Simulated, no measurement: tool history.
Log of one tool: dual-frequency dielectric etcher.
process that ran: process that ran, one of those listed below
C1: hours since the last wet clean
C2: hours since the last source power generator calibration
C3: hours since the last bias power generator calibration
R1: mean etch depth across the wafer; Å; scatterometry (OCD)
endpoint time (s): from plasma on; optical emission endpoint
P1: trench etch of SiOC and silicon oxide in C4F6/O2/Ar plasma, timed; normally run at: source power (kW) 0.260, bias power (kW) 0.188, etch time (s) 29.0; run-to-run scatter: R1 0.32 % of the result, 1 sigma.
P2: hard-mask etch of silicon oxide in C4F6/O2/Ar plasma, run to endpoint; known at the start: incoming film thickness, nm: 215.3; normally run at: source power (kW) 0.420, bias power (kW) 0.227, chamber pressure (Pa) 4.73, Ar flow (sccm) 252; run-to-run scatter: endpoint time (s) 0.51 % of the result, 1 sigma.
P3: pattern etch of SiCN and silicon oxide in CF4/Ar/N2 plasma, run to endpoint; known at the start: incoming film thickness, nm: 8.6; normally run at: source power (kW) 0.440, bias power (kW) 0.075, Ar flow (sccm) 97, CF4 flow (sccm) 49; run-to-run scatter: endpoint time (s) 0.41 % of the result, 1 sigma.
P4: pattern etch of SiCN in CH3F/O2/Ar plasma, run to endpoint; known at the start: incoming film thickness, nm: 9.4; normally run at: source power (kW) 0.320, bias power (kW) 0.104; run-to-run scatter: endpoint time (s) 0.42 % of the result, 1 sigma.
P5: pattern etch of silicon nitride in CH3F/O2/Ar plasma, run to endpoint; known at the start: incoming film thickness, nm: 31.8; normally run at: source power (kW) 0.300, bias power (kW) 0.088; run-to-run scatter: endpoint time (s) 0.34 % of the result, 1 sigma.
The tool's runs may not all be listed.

run 1 hour=16.0 | process_that_ran=P1 source_power_(kW)=0.260 bias_power_(kW)=0.188 etch_time_(s)=29.0 | C1=219.2 C2=490.0 C3=1208.5 | R1=461.87
run 2 hour=26.8 | process_that_ran=P4 source_power_(kW)=0.320 bias_power_(kW)=0.071 | C1=230.0 C2=500.8 C3=1219.3 | endpoint_time_(s)=27.0480
run 3 hour=44.6 | process_that_ran=P1 source_power_(kW)=0.260 bias_power_(kW)=0.188 etch_time_(s)=29.0 | C1=247.8 C2=518.6 C3=1237.1 | R1=462.09
run 4 hour=53.1 | process_that_ran=P3 source_power_(kW)=0.440 bias_power_(kW)=0.046 Ar_flow_(sccm)=97 CF4_flow_(sccm)=49 | C1=256.3 C2=527.1 C3=1245.6 | endpoint_time_(s)=12.1320
run 5 hour=65.9 | process_that_ran=P4 source_power_(kW)=0.320 bias_power_(kW)=0.104 | C1=269.1 C2=539.9 C3=1258.4 | endpoint_time_(s)=23.2690
run 6 hour=76.5 | process_that_ran=P4 source_power_(kW)=0.230 bias_power_(kW)=0.104 | C1=279.7 C2=550.5 C3=1269.0 | endpoint_time_(s)=26.4250
run 7 hour=85.3 | process_that_ran=P4 source_power_(kW)=0.320 bias_power_(kW)=0.104 | C1=288.5 C2=559.3 C3=1277.8 | endpoint_time_(s)=23.4370
run 8 hour=94.9 | process_that_ran=P5 source_power_(kW)=0.300 bias_power_(kW)=0.088 | C1=298.1 C2=568.9 C3=1287.4 | endpoint_time_(s)=47.8270
run 9 hour=106.2 | process_that_ran=P2 source_power_(kW)=0.420 bias_power_(kW)=0.227 Ar_flow_(sccm)=171 chamber_pressure_(Pa)=4.73 | C1=309.4 C2=580.2 C3=1298.7 | endpoint_time_(s)=58.0610
run 10 hour=123.5 | process_that_ran=P1 source_power_(kW)=0.260 bias_power_(kW)=0.188 etch_time_(s)=29.0 | C1=326.7 C2=597.5 C3=1316.0 | R1=462.77
run 11 hour=137.2 | process_that_ran=P3 source_power_(kW)=0.440 bias_power_(kW)=0.075 Ar_flow_(sccm)=97 CF4_flow_(sccm)=60 | C1=340.4 C2=611.2 C3=1329.7 | endpoint_time_(s)=9.9838
run 12 hour=150.2 | process_that_ran=P1 source_power_(kW)=0.260 bias_power_(kW)=0.266 etch_time_(s)=29.0 | C1=353.4 C2=624.2 C3=1342.7 | R1=521.81
run 13 hour=158.9 | process_that_ran=P2 source_power_(kW)=0.420 bias_power_(kW)=0.318 Ar_flow_(sccm)=252 chamber_pressure_(Pa)=4.73 | C1=362.1 C2=632.9 C3=1351.4 | endpoint_time_(s)=54.6990
run 14 hour=175.1 | process_that_ran=P1 source_power_(kW)=0.350 bias_power_(kW)=0.188 etch_time_(s)=29.0 | C1=378.3 C2=649.1 C3=1367.6 | R1=519.69
run 15 hour=191.7 | process_that_ran=P5 source_power_(kW)=0.220 bias_power_(kW)=0.088 | C1=394.9 C2=665.7 C3=1384.2 | endpoint_time_(s)=53.8650
run 16 hour=203.5 | process_that_ran=P2 source_power_(kW)=0.420 bias_power_(kW)=0.227 Ar_flow_(sccm)=252 chamber_pressure_(Pa)=6.33 | C1=406.7 C2=677.5 C3=1396.0 | endpoint_time_(s)=62.9970
run 17 hour=215.8 | process_that_ran=P1 source_power_(kW)=0.260 bias_power_(kW)=0.127 etch_time_(s)=29.0 | C1=419.0 C2=689.8 C3=1408.3 | R1=407.70
run 18 hour=228.9 | process_that_ran=P1 source_power_(kW)=0.350 bias_power_(kW)=0.188 etch_time_(s)=18.5 | C1=432.1 C2=702.9 C3=1421.4 | R1=332.03
run 19 hour=240.9 | process_that_ran=P2 source_power_(kW)=0.420 bias_power_(kW)=0.227 Ar_flow_(sccm)=252 chamber_pressure_(Pa)=4.73 | C1=444.1 C2=714.9 C3=1433.4 | endpoint_time_(s)=61.0670
run 20 hour=251.6 | process_that_ran=P3 source_power_(kW)=0.440 bias_power_(kW)=0.075 Ar_flow_(sccm)=117 CF4_flow_(sccm)=49 | C1=454.8 C2=725.6 C3=1444.1 | endpoint_time_(s)=10.6090
run 21 hour=266.4 | process_that_ran=P1 source_power_(kW)=0.260 bias_power_(kW)=0.188 etch_time_(s)=29.0 | C1=469.6 C2=740.4 C3=1458.9 | R1=460.82
run 22 hour=274.6 | process_that_ran=P2 source_power_(kW)=0.570 bias_power_(kW)=0.227 Ar_flow_(sccm)=252 chamber_pressure_(Pa)=4.73 | C1=477.8 C2=748.6 C3=1467.1 | endpoint_time_(s)=54.3390
run 23 hour=288.4 | process_that_ran=P1 source_power_(kW)=0.260 bias_power_(kW)=0.188 etch_time_(s)=29.0 | C1=491.6 C2=762.4 C3=1480.9 | R1=462.74
run 24 hour=306.3 | process_that_ran=P5 source_power_(kW)=0.300 bias_power_(kW)=0.124 | C1=509.5 C2=780.3 C3=1498.8 | endpoint_time_(s)=42.2980
run 25 hour=318.2 | process_that_ran=P3 source_power_(kW)=0.440 bias_power_(kW)=0.075 Ar_flow_(sccm)=97 CF4_flow_(sccm)=49 | C1=521.4 C2=792.2 C3=1510.7 | endpoint_time_(s)=10.2610
run 26 hour=328.8 | process_that_ran=P1 source_power_(kW)=0.260 bias_power_(kW)=0.188 etch_time_(s)=43.0 | C1=532.0 C2=802.8 C3=1521.3 | R1=684.99
run 27 hour=344.9 | process_that_ran=P3 source_power_(kW)=0.280 bias_power_(kW)=0.075 Ar_flow_(sccm)=97 CF4_flow_(sccm)=49 | C1=548.1 C2=818.9 C3=1537.4 | endpoint_time_(s)=15.2500
run 28 hour=360.2 | process_that_ran=P2 source_power_(kW)=0.420 bias_power_(kW)=0.227 Ar_flow_(sccm)=252 chamber_pressure_(Pa)=4.73 | C1=563.4 C2=834.2 C3=1552.7 | endpoint_time_(s)=60.9600
run 29 hour=369.1 | process_that_ran=P1 source_power_(kW)=0.210 bias_power_(kW)=0.188 etch_time_(s)=29.0 | C1=572.3 C2=843.1 C3=1561.6 | R1=427.56

The next listed run, before its measurement:
run 30 hour=378.1 | process_that_ran=P1 source_power_(kW)=0.260 bias_power_(kW)=0.188 etch_time_(s)=18.0 | C1=581.3 C2=852.1 C3=1570.6 | R1=?

R1: 286.90 Å
